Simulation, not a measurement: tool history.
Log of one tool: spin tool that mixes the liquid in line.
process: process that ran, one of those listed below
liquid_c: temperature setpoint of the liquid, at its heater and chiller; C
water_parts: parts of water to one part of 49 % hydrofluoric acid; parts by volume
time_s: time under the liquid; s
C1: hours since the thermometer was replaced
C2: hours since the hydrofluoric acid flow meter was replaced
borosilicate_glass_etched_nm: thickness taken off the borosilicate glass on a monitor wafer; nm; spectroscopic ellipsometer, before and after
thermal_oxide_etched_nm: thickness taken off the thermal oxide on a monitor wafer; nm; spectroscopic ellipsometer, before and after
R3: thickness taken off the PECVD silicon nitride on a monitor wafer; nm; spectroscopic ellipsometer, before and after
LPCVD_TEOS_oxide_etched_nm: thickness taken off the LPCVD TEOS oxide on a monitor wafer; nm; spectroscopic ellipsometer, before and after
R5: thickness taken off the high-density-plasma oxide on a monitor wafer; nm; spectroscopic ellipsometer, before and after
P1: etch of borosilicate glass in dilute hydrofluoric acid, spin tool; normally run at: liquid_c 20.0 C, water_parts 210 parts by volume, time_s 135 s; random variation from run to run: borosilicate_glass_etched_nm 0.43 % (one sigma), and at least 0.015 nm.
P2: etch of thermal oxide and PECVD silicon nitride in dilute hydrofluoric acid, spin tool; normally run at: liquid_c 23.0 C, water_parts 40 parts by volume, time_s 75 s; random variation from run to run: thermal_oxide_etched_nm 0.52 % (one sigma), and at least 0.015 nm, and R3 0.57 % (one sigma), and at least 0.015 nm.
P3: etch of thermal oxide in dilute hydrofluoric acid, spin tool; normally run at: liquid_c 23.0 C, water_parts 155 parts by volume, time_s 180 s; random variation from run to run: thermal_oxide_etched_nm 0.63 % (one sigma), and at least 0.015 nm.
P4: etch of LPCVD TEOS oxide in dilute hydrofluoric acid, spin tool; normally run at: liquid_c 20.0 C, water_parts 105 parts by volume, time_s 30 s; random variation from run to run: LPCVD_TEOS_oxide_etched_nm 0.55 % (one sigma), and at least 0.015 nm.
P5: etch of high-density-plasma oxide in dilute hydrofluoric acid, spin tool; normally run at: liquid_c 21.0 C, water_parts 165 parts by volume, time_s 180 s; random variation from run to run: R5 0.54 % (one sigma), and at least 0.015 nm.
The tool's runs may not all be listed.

{"run": 1, "hour": 4.8, "process": "P1", "liquid_c": 20.0, "water_parts": 210, "time_s": 135, "C1": 1268.0, "C2": 677.9, "borosilicate_glass_etched_nm": 8.9587}
{"run": 2, "hour": 11.1, "process": "P1", "liquid_c": 20.0, "water_parts": 210, "time_s": 30, "C1": 1274.3, "C2": 684.2, "borosilicate_glass_etched_nm": 1.953}
{"run": 3, "hour": 16.9, "process": "P1", "liquid_c": 17.0, "water_parts": 210, "time_s": 135, "C1": 1280.1, "C2": 690.0, "borosilicate_glass_etched_nm": 7.958}
{"run": 4, "hour": 21.3, "process": "P1", "liquid_c": 20.0, "water_parts": 210, "time_s": 230, "C1": 1284.5, "C2": 694.4, "borosilicate_glass_etched_nm": 15.241}
{"run": 5, "hour": 24.4, "process": "P1", "liquid_c": 20.0, "water_parts": 375, "time_s": 135, "C1": 1287.6, "C2": 697.5, "borosilicate_glass_etched_nm": 4.3344}
{"run": 6, "hour": 29.5, "process": "P3", "liquid_c": 23.0, "water_parts": 155, "time_s": 355, "C1": 1292.7, "C2": 702.6, "thermal_oxide_etched_nm": 9.8908}
{"run": 7, "hour": 33.8, "process": "P3", "liquid_c": 23.0, "water_parts": 155, "time_s": 180, "C1": 1297.0, "C2": 706.9, "thermal_oxide_etched_nm": 4.9736}
{"run": 8, "hour": 38.5, "process": "P1", "liquid_c": 24.5, "water_parts": 130, "time_s": 135, "C1": 1301.7, "C2": 711.6, "borosilicate_glass_etched_nm": 18.645}
{"run": 9, "hour": 42.8, "process": "P2", "liquid_c": 23.0, "water_parts": 70, "time_s": 75, "C1": 1306.0, "C2": 715.9, "thermal_oxide_etched_nm": 5.04, "R3": 4.9558}
{"run": 10, "hour": 48.6, "process": "P1", "liquid_c": 20.0, "water_parts": 335, "time_s": 235, "C1": 1311.8, "C2": 721.7, "borosilicate_glass_etched_nm": 8.7599}
{"run": 11, "hour": 53.2, "process": "P1", "liquid_c": 20.0, "water_parts": 210, "time_s": 135, "C1": 1316.4, "C2": 726.3, "borosilicate_glass_etched_nm": 8.9619}
{"run": 12, "hour": 59.8, "process": "P4", "liquid_c": 20.0, "water_parts": 105, "time_s": 65, "C1": 1323.0, "C2": 732.9, "LPCVD_TEOS_oxide_etched_nm": 21.105}
{"run": 13, "hour": 64.0, "process": "P2", "liquid_c": 23.0, "water_parts": 40, "time_s": 75, "C1": 1327.2, "C2": 737.1, "thermal_oxide_etched_nm": 9.1816, "R3": 8.5886}
{"run": 14, "hour": 67.3, "process": "P1", "liquid_c": 20.0, "water_parts": 300, "time_s": 20, "C1": 1330.5, "C2": 740.4, "borosilicate_glass_etched_nm": 0.84312}
{"run": 15, "hour": 70.8, "process": "P4", "liquid_c": 20.0, "water_parts": 185, "time_s": 30, "C1": 1334.0, "C2": 743.9, "LPCVD_TEOS_oxide_etched_nm": 5.151}
{"run": 16, "hour": 74.6, "process": "P4", "liquid_c": 20.0, "water_parts": 105, "time_s": 30, "C1": 1337.8, "C2": 747.7, "LPCVD_TEOS_oxide_etched_nm": 9.7394}
{"run": 17, "hour": 77.6, "process": "P1", "liquid_c": 20.0, "water_parts": 65, "time_s": 135, "C1": 1340.8, "C2": 750.7, "borosilicate_glass_etched_nm": 33.599}
{"run": 18, "hour": 81.0, "process": "P1", "liquid_c": 20.0, "water_parts": 210, "time_s": 135, "C1": 1344.2, "C2": 754.1, "borosilicate_glass_etched_nm": 8.9525}
{"run": 19, "hour": 85.2, "process": "P3", "liquid_c": 23.0, "water_parts": 290, "time_s": 180, "C1": 1348.4, "C2": 758.3, "thermal_oxide_etched_nm": 2.3487}
{"run": 20, "hour": 90.9, "process": "P2", "liquid_c": 19.0, "water_parts": 40, "time_s": 75, "C1": 1354.1, "C2": 764.0, "thermal_oxide_etched_nm": 7.6841, "R3": 6.5263}
{"run": 21, "hour": 97.7, "process": "P5", "liquid_c": 21.0, "water_parts": 165, "time_s": 180, "C1": 1360.9, "C2": 770.8, "R5": 5.1817}
{"run": 22, "hour": 100.9, "process": "P4", "liquid_c": 17.0, "water_parts": 105, "time_s": 30, "C1": 1364.1, "C2": 774.0, "LPCVD_TEOS_oxide_etched_nm": 8.6408}
{"run": 23, "hour": 106.5, "process": "P3", "liquid_c": 30.5, "water_parts": 155, "time_s": 180, "C1": 1369.7, "C2": 779.6, "thermal_oxide_etched_nm": 6.6933}

Forecast run 24:
{"run": 24, "hour": 110.9, "process": "P4", "liquid_c": 20.0, "water_parts": 105, "time_s": 30, "C1": 1374.1, "C2": 784.0, "LPCVD_TEOS_oxide_etched_nm": "?"}

Run 24 gave LPCVD_TEOS_oxide_etched_nm 9.7420 nm.

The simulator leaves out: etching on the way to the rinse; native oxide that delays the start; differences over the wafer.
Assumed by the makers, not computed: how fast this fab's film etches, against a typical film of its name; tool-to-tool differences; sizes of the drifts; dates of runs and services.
